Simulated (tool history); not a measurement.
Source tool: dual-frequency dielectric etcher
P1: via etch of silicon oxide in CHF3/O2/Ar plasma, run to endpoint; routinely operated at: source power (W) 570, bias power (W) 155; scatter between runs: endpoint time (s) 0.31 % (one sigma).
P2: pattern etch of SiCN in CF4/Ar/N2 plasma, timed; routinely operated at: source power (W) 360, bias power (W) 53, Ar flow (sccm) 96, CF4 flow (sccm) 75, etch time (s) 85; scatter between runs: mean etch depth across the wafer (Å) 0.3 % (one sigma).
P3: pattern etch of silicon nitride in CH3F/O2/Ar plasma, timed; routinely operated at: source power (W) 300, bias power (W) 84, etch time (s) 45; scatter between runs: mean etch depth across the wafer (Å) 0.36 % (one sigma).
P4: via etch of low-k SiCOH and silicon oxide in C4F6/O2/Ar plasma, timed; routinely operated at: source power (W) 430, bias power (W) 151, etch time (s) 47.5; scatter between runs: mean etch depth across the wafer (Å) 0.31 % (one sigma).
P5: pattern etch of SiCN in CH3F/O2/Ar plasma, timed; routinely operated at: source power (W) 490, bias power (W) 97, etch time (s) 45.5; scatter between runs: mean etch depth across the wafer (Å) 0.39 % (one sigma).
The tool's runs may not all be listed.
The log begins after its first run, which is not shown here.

| run | hour | process that ran | source power (W) | bias power (W) | etch time (s) | Ar flow (sccm) | CF4 flow (sccm) | hours since the last wet clean | hours since the last source power generator calibration | hours since the last bias power generator calibration | endpoint time (s) | mean etch depth across the wafer (Å) |
|---|---|---|---|---|---|---|---|---|---|---|---|---|
| 2 | 30.2 | P5 | 320 | 97 | 45.5 |  |  | 318.7 | 1289.3 | 474.1 |  | 173.67 |
| 3 | 42.8 | P1 | 570 | 125 |  |  |  | 331.3 | 1301.9 | 486.7 | 329.96 |  |
| 4 | 53.2 | P1 | 570 | 155 |  |  |  | 341.7 | 1312.3 | 497.1 | 308.1 |  |
| 5 | 68.4 | P1 | 570 | 155 |  |  |  | 356.9 | 1327.5 | 512.3 | 308.28 |  |
| 6 | 79.9 | P3 | 300 | 84 | 45 |  |  | 368.4 | 1339 | 523.8 |  | 300.44 |
| 7 | 93.5 | P3 | 300 | 84 | 45 |  |  | 382 | 1352.6 | 537.4 |  | 303.84 |
| 8 | 102.4 | P2 | 360 | 53 | 85 | 96 | 75 | 390.9 | 1361.5 | 546.3 |  | 574 |
| 9 | 115.5 | P1 | 570 | 155 |  |  |  | 404 | 1374.6 | 559.4 | 310.02 |  |
| 10 | 130.7 | P4 | 430 | 151 | 34 |  |  | 419.2 | 1389.8 | 574.6 |  | 848.97 |
| 11 | 139.7 | P1 | 350 | 155 |  |  |  | 428.2 | 1398.8 | 583.6 | 372.37 |  |
| 12 | 150.3 | P1 | 680 | 191 |  |  |  | 438.8 | 1409.4 | 594.2 | 269.25 |  |
| 13 | 158.2 | P5 | 490 | 97 | 60 |  |  | 446.7 | 1417.3 | 602.1 |  | 267.03 |
| 14 | 171.6 | P2 | 360 | 53 | 85 | 96 | 107 | 460.1 | 1430.7 | 615.5 |  | 602.13 |
| 15 | 184.2 | P1 | 570 | 209 |  |  |  | 472.7 | 1443.3 | 628.1 | 278.4 |  |
| 16 | 198.4 | P1 | 570 | 155 |  |  |  | 486.9 | 1457.5 | 642.3 | 307.67 |  |
| 17 | 214.6 | P2 | 360 | 53 | 118 | 96 | 75 | 503.1 | 1473.7 | 658.5 |  | 793.38 |
| 18 | 223.4 | P5 | 490 | 66 | 45.5 |  |  | 511.9 | 1482.5 | 667.3 |  | 176.38 |
| 19 | 230.9 | P1 | 570 | 155 |  |  |  | 519.4 | 1490 | 674.8 | 307.22 |  |
|  | 232.2 | bias power generator calibrated |
| 20 | 242.8 | P4 | 430 | 95 | 47.5 |  |  | 531.3 | 1501.9 | 10.6 |  | 1040.1 |
| 21 | 256.3 | P2 | 360 | 64 | 85 | 96 | 75 | 544.8 | 1515.4 | 24.1 |  | 607.43 |
| 22 | 264.8 | P2 | 500 | 53 | 85 | 96 | 75 | 553.3 | 1523.9 | 32.6 |  | 765.06 |
| 23 | 275 | P4 | 530 | 151 | 47.5 |  |  | 563.5 | 1534.1 | 42.8 |  | 1285.7 |
| 24 | 288.4 | P4 | 430 | 151 | 47.5 |  |  | 576.9 | 1547.5 | 56.2 |  | 1185.6 |
| 25 | 303.6 | P5 | 490 | 97 | 45.5 |  |  | 592.1 | 1562.7 | 71.4 |  | 201.64 |

What does the tool deliver on the next run?
| 26 | 320.1 | P3 | 170 | 84 | 45 |  |  | 608.6 | 1579.2 | 87.9 |  | ? |

For run 26 the tool returned mean etch depth across the wafer (Å) 246.23.
